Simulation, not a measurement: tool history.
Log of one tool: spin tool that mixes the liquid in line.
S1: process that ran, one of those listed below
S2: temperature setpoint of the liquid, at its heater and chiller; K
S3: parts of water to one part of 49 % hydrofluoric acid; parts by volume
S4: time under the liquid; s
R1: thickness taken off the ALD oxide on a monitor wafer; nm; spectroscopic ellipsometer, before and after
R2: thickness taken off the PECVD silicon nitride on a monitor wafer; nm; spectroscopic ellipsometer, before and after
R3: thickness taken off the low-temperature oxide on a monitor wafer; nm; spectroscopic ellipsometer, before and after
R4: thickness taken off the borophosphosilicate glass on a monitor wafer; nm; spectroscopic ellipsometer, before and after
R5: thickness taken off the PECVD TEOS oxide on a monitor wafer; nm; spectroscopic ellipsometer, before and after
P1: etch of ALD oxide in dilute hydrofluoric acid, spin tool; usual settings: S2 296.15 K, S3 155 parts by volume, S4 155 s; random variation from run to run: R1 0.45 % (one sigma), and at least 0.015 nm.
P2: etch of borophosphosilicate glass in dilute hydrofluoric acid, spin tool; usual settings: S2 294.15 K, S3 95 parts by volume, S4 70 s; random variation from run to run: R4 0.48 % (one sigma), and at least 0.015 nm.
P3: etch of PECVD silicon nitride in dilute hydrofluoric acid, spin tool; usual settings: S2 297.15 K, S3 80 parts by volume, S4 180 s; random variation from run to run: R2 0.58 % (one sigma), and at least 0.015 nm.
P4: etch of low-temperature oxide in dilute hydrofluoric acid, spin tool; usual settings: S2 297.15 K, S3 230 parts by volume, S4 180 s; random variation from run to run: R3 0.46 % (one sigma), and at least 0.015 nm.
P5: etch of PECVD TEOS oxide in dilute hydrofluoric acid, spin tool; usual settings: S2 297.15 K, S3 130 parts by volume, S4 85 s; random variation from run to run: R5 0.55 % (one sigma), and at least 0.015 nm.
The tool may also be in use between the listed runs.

run 1 hour=14.6 | S1=P1 S2=296.15 S3=155 S4=155 | R1=18.751
run 2 hour=29.7 | S1=P3 S2=297.15 S3=115 S4=180 | R2=8.6922
run 3 hour=41.8 | S1=P4 S2=297.15 S3=230 S4=280 | R3=14.595
run 4 hour=50.4 | S1=P4 S2=297.15 S3=95 S4=180 | R3=26.262
run 5 hour=58.3 | S1=P3 S2=297.15 S3=80 S4=15 | R2=1.046
run 6 hour=71.5 | S1=P4 S2=297.15 S3=230 S4=180 | R3=9.252
run 7 hour=83.5 | S1=P1 S2=296.15 S3=155 S4=155 | R1=18.736
run 8 hour=92.9 | S1=P2 S2=294.15 S3=140 S4=70 | R4=11.342
run 9 hour=105.6 | S1=P3 S2=297.15 S3=80 S4=180 | R2=12.467
run 10 hour=120.7 | S1=P5 S2=297.15 S3=130 S4=20 | R5=2.6634
run 11 hour=130.4 | S1=P1 S2=296.15 S3=90 S4=275 | R1=61.94
run 12 hour=139.9 | S1=P2 S2=294.15 S3=95 S4=120 | R4=30.247
run 13 hour=149.3 | S1=P1 S2=292.15 S3=155 S4=155 | R1=15.92
run 14 hour=156.5 | S1=P1 S2=299.65 S3=155 S4=40 | R1=5.5089
run 15 hour=166.3 | S1=P1 S2=296.15 S3=155 S4=155 | R1=18.692
run 16 hour=177.6 | S1=P2 S2=294.15 S3=95 S4=70 | R4=17.564
run 17 hour=189.7 | S1=P1 S2=296.15 S3=155 S4=15 | R1=1.8073
run 18 hour=204 | S1=P2 S2=294.15 S3=95 S4=70 | R4=17.741
run 19 hour=217.8 | S1=P4 S2=292.65 S3=230 S4=180 | R3=7.9146
run 20 hour=225.4 | S1=P5 S2=297.15 S3=80 S4=85 | R5=19.628
run 21 hour=238 | S1=P1 S2=296.15 S3=155 S4=270 | R1=32.753
run 22 hour=252 | S1=P1 S2=296.15 S3=40 S4=155 | R1=83.479
-- hour=254.3 hydrofluoric acid flow meter replaced
run 23 hour=261.1 | S1=P1 S2=296.15 S3=270 S4=155 | R1=9.5632
run 24 hour=269.1 | S1=P2 S2=300.65 S3=95 S4=70 | R4=22.852
run 25 hour=275.8 | S1=P3 S2=305.15 S3=80 S4=180 | R2=20.707
run 26 hour=284.5 | S1=P1 S2=296.15 S3=155 S4=155 | R1=18.57
run 27 hour=298 | S1=P5 S2=291.65 S3=130 S4=85 | R5=9.1132
run 28 hour=312.1 | S1=P1 S2=301.15 S3=155 S4=155 | R1=22.53
run 29 hour=320.3 | S1=P5 S2=297.15 S3=130 S4=85 | R5=11.406
run 30 hour=331.2 | S1=P1 S2=296.15 S3=155 S4=155 | R1=18.587
run 31 hour=342.4 | S1=P1 S2=296.15 S3=155 S4=155 | R1=19.139
run 32 hour=351.2 | S1=P1 S2=296.15 S3=155 S4=155 | R1=19.536
run 33 hour=361.2 | S1=P1 S2=296.15 S3=155 S4=155 | R1=19.747
run 34 hour=369.7 | S1=P1 S2=296.15 S3=155 S4=155 | R1=19.856
run 35 hour=384.5 | S1=P1 S2=296.15 S3=155 S4=155 | R1=19.886
run 36 hour=399.4 | S1=P1 S2=296.15 S3=155 S4=155 | R1=19.932
run 37 hour=409.8 | S1=P1 S2=296.15 S3=155 S4=155 | R1=19.92
run 38 hour=419.5 | S1=P1 S2=296.15 S3=155 S4=155 | R1=19.933

What P1 gives has crept away from where it was. These 2 causes fit the log equally well, each at the size given:
A: hydrofluoric acid flow above the setpoint (%) = 5.85
B: liquid hotter than its thermometer reads (K) = 1.75
The creep began at about hour 331.2.

4 check runs are offered, one wafer each, their results left as question marks. Which one tells the causes apart?
run check 1 hour=429.2 | S1=P4 S2=297.15 S3=230 S4=180 | R3=?
run check 2 hour=429.2 | S1=P2 S2=294.15 S3=95 S4=70 | R4=?
run check 3 hour=429.2 | S1=P5 S2=297.15 S3=130 S4=85 | R5=?
run check 4 hour=429.2 | S1=P3 S2=297.15 S3=80 S4=180 | R2=?

What each check would give under each cause:
check=check_1 result=R3 if_A=10.033 if_B=9.9597
check=check_2 result=R4 if_A=18.818 if_B=18.969
check=check_3 result=R5 if_A=12.096 if_B=12.12
check=check_4 result=R2 if_A=13.089 if_B=13.893
How far apart the two closest causes lie, in the result that separates them most: check 1 0.74 %; check 2 0.8 %; check 3 0.2 %; check 4 5.96 %
Check 4 tells the causes apart: in the others they would give nearly the same result.

Then check 4 was run and gave: R2 13.981 nm. Which cause is it?

It is B: liquid hotter than its thermometer reads (K).
